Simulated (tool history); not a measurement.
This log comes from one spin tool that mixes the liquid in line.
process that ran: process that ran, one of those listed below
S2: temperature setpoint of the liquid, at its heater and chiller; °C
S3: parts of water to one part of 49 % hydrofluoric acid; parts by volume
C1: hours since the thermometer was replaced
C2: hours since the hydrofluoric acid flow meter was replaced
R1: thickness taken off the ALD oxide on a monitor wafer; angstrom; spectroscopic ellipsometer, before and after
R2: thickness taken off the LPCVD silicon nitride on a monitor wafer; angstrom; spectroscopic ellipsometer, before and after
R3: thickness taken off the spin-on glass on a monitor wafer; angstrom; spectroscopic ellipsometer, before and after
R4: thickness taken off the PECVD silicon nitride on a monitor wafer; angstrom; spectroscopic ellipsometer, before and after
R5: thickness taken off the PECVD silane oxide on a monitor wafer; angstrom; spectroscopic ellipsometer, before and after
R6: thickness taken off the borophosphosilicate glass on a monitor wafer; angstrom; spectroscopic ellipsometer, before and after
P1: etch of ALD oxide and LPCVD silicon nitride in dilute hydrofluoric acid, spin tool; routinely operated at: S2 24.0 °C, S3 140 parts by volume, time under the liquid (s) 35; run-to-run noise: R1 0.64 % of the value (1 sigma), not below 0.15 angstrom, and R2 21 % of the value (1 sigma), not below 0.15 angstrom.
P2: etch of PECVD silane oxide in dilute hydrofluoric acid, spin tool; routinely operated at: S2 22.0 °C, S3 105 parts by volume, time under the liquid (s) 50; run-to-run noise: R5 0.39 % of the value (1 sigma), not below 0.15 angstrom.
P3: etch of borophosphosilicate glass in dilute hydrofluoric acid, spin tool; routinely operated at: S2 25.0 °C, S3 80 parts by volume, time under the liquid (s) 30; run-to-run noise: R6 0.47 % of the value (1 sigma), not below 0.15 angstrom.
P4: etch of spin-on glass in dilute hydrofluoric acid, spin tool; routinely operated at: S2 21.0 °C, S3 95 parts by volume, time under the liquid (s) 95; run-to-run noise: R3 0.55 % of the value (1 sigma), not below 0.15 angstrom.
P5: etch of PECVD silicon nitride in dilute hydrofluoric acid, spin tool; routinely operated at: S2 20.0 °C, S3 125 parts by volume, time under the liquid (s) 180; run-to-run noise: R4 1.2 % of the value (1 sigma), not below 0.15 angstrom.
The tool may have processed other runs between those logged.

Run 1, day 0.258: process that ran P1, S2 24.0 °C, S3 140 parts by volume, time under the liquid (s) 35; C1 266.6; C2 847.4. Result: R1 44.724 angstrom, R2 1.86660 angstrom.
Run 2, day 0.396: process that ran P4, S2 21.0 °C, S3 95 parts by volume, time under the liquid (s) 15; C1 269.9; C2 850.7. Result: R3 52.334 angstrom.
Run 3, day 0.567: process that ran P1, S2 24.0 °C, S3 240 parts by volume, time under the liquid (s) 35; C1 274.0; C2 854.8. Result: R1 23.682 angstrom, R2 1.17030 angstrom.
Run 4, day 0.750: process that ran P5, S2 20.0 °C, S3 125 parts by volume, time under the liquid (s) 180; C1 278.4; C2 859.2. Result: R4 19.264 angstrom.
Run 5, day 1.008: process that ran P5, S2 20.0 °C, S3 125 parts by volume, time under the liquid (s) 180; C1 284.6; C2 865.4. Result: R4 19.549 angstrom.
Run 6, day 1.225: process that ran P1, S2 24.0 °C, S3 140 parts by volume, time under the liquid (s) 55; C1 289.8; C2 870.6. Result: R1 70.973 angstrom, R2 1.30150 angstrom.
Run 7, day 1.388: process that ran P1, S2 24.0 °C, S3 45 parts by volume, time under the liquid (s) 60; C1 293.7; C2 874.5. Result: R1 271.260 angstrom, R2 6.58070 angstrom.
Run 8, day 1.521: process that ran P1, S2 24.0 °C, S3 140 parts by volume, time under the liquid (s) 35; C1 296.9; C2 877.7. Result: R1 45.556 angstrom, R2 1.06620 angstrom.
Run 9, day 1.721: process that ran P1, S2 24.0 °C, S3 80 parts by volume, time under the liquid (s) 35; C1 301.7; C2 882.5. Result: R1 84.937 angstrom, R2 1.72960 angstrom.
Run 10, day 1.950: process that ran P5, S2 20.0 °C, S3 125 parts by volume, time under the liquid (s) 315; C1 307.2; C2 888.0. Result: R4 33.562 angstrom.
Run 11, day 2.129: process that ran P2, S2 29.5 °C, S3 105 parts by volume, time under the liquid (s) 50; C1 311.5; C2 892.3. Result: R5 129.960 angstrom.
Run 12, day 2.350: process that ran P1, S2 29.0 °C, S3 140 parts by volume, time under the liquid (s) 55; C1 316.8; C2 897.6. Result: R1 85.796 angstrom, R2 3.21750 angstrom.
Run 13, day 2.483: process that ran P2, S2 22.0 °C, S3 45 parts by volume, time under the liquid (s) 50; C1 320.0; C2 900.8. Result: R5 246.020 angstrom.
Run 14, day 2.679: process that ran P4, S2 21.0 °C, S3 95 parts by volume, time under the liquid (s) 95; C1 324.7; C2 905.5. Result: R3 330.330 angstrom.
Run 15, day 2.842: process that ran P4, S2 21.0 °C, S3 95 parts by volume, time under the liquid (s) 95; C1 328.6; C2 909.4. Result: R3 327.430 angstrom.
Run 16, day 3.096: process that ran P1, S2 24.0 °C, S3 140 parts by volume, time under the liquid (s) 20; C1 334.7; C2 915.5. Result: R1 25.582 angstrom, R2 0.58658 angstrom.
Run 17, day 3.229: process that ran P5, S2 20.0 °C, S3 210 parts by volume, time under the liquid (s) 180; C1 337.9; C2 918.7. Result: R4 11.704 angstrom.
Run 18, day 3.458: process that ran P3, S2 25.0 °C, S3 80 parts by volume, time under the liquid (s) 30; C1 343.4; C2 924.2. Result: R6 194.23 angstrom.
Run 19, day 3.650: process that ran P5, S2 17.0 °C, S3 125 parts by volume, time under the liquid (s) 180; C1 348.0; C2 928.8. Result: R4 16.016 angstrom.
Run 20, day 3.888: process that ran P3, S2 33.0 °C, S3 80 parts by volume, time under the liquid (s) 30; C1 353.7; C2 934.5. Result: R6 264.02 angstrom.
Run 21, day 4.183: process that ran P1, S2 24.0 °C, S3 140 parts by volume, time under the liquid (s) 35; C1 360.8; C2 941.6. Result: R1 45.329 angstrom, R2 1.17090 angstrom.
Run 22, day 4.425: process that ran P2, S2 22.0 °C, S3 105 parts by volume, time under the liquid (s) 15; C1 366.6; C2 947.4. Result: R5 29.435 angstrom.
Run 23, day 4.642: process that ran P3, S2 25.0 °C, S3 80 parts by volume, time under the liquid (s) 60; C1 371.8; C2 952.6. Result: R6 385.44 angstrom.
Run 24, day 4.933: process that ran P1, S2 24.0 °C, S3 140 parts by volume, time under the liquid (s) 35; C1 378.8; C2 959.6. Result: R1 44.935 angstrom, R2 1.39520 angstrom.
Run 25, day 5.188: process that ran P3, S2 25.0 °C, S3 120 parts by volume, time under the liquid (s) 30; C1 384.9; C2 965.7. Result: R6 122.89 angstrom.
Run 26, day 5.346: process that ran P1, S2 24.0 °C, S3 140 parts by volume, time under the liquid (s) 35; C1 388.7; C2 969.5. Result: R1 45.243 angstrom, R2 1.12770 angstrom.
Run 27, day 5.542: process that ran P1, S2 28.5 °C, S3 140 parts by volume, time under the liquid (s) 35; C1 393.4; C2 974.2. Result: R1 53.545 angstrom, R2 1.34890 angstrom.
Run 28, day 5.738: process that ran P2, S2 22.0 °C, S3 105 parts by volume, time under the liquid (s) 50; C1 398.1; C2 978.9. Result: R5 97.860 angstrom.
Run 29, day 5.925: process that ran P4, S2 21.0 °C, S3 175 parts by volume, time under the liquid (s) 95; C1 402.6; C2 983.4. Result: R3 163.450 angstrom.
Run 30, day 6.075: process that ran P4, S2 26.5 °C, S3 95 parts by volume, time under the liquid (s) 95; C1 406.2; C2 987.0. Result: R3 410.850 angstrom.
Run 31, day 6.292: process that ran P1, S2 17.0 °C, S3 140 parts by volume, time under the liquid (s) 35; C1 411.4; C2 992.2. Result: R1 34.327 angstrom, R2 0.73287 angstrom.
Run 32, day 6.442: process that ran P1, S2 24.0 °C, S3 140 parts by volume, time under the liquid (s) 35; C1 415.0; C2 995.8. Result: R1 45.242 angstrom, R2 1.78860 angstrom.
Run 33, day 6.675: process that ran P1, S2 24.0 °C, S3 140 parts by volume, time under the liquid (s) 35; C1 420.6; C2 1001.4. Result: R1 47.092 angstrom, R2 1.01990 angstrom.
Run 34, day 6.946: process that ran P1, S2 24.0 °C, S3 140 parts by volume, time under the liquid (s) 35; C1 427.1; C2 1007.9. Result: R1 48.100 angstrom, R2 1.37540 angstrom.
Run 35, day 7.079: process that ran P1, S2 24.0 °C, S3 140 parts by volume, time under the liquid (s) 35; C1 430.3; C2 1011.1. Result: R1 48.505 angstrom, R2 1.33110 angstrom.
Run 36, day 7.338: process that ran P1, S2 24.0 °C, S3 140 parts by volume, time under the liquid (s) 35; C1 436.5; C2 1017.3. Result: R1 48.545 angstrom, R2 0.91825 angstrom.
Run 37, day 7.558: process that ran P1, S2 24.0 °C, S3 140 parts by volume, time under the liquid (s) 35; C1 441.8; C2 1022.6. Result: R1 49.004 angstrom, R2 1.75860 angstrom.
Run 38, day 7.833: process that ran P1, S2 24.0 °C, S3 140 parts by volume, time under the liquid (s) 35; C1 448.4; C2 1029.2. Result: R1 49.973 angstrom, R2 1.25500 angstrom.

Something has made what P1 gives creep away from where it was; the 2 causes below, each at its own stated size, fit the log equally well:
A: hydrofluoric acid flow above the setpoint (%) = 7.28
B: liquid hotter than its thermometer reads (K) = 2.14
The drift started at roughly day 6.442.

The list below offers 4 check runs, each averaging the results of 3 wafers, and shows each result as a question mark. For which of them would the listed causes give clearly different results?
Run check 1, day 8.108: process that ran P4, S2 21.0 °C, S3 145 parts by volume, time under the liquid (s) 95. Result: R3 ?.
Run check 2, day 8.108: process that ran P5, S2 20.0 °C, S3 205 parts by volume, time under the liquid (s) 180. Result: R4 ?.
Run check 3, day 8.108: process that ran P3, S2 30.5 °C, S3 80 parts by volume, time under the liquid (s) 60. Result: R6 ?.
Run check 4, day 8.108: process that ran P2, S2 29.5 °C, S3 105 parts by volume, time under the liquid (s) 50. Result: R5 ?.

How each check would come out, cause by cause:
  check  result     if A     if B
check 1      R3  221.330  221.950
check 2      R4   12.901   13.844
check 3      R6   519.39   520.53
check 4      R5  141.350  141.240
Smallest distance between any two causes, each pair judged by its most separating result, in per cent: check 1 0.28 %; check 2 7.06 %; check 3 0.22 %; check 4 0.08 %
The other checks would show nearly matching results whichever cause is true, so check 2 is the only one that separates the causes.

Check 2 has now been run. It gave: R4 13.810 angstrom. Which of the candidate causes is it?

It is B: liquid hotter than its thermometer reads (K).
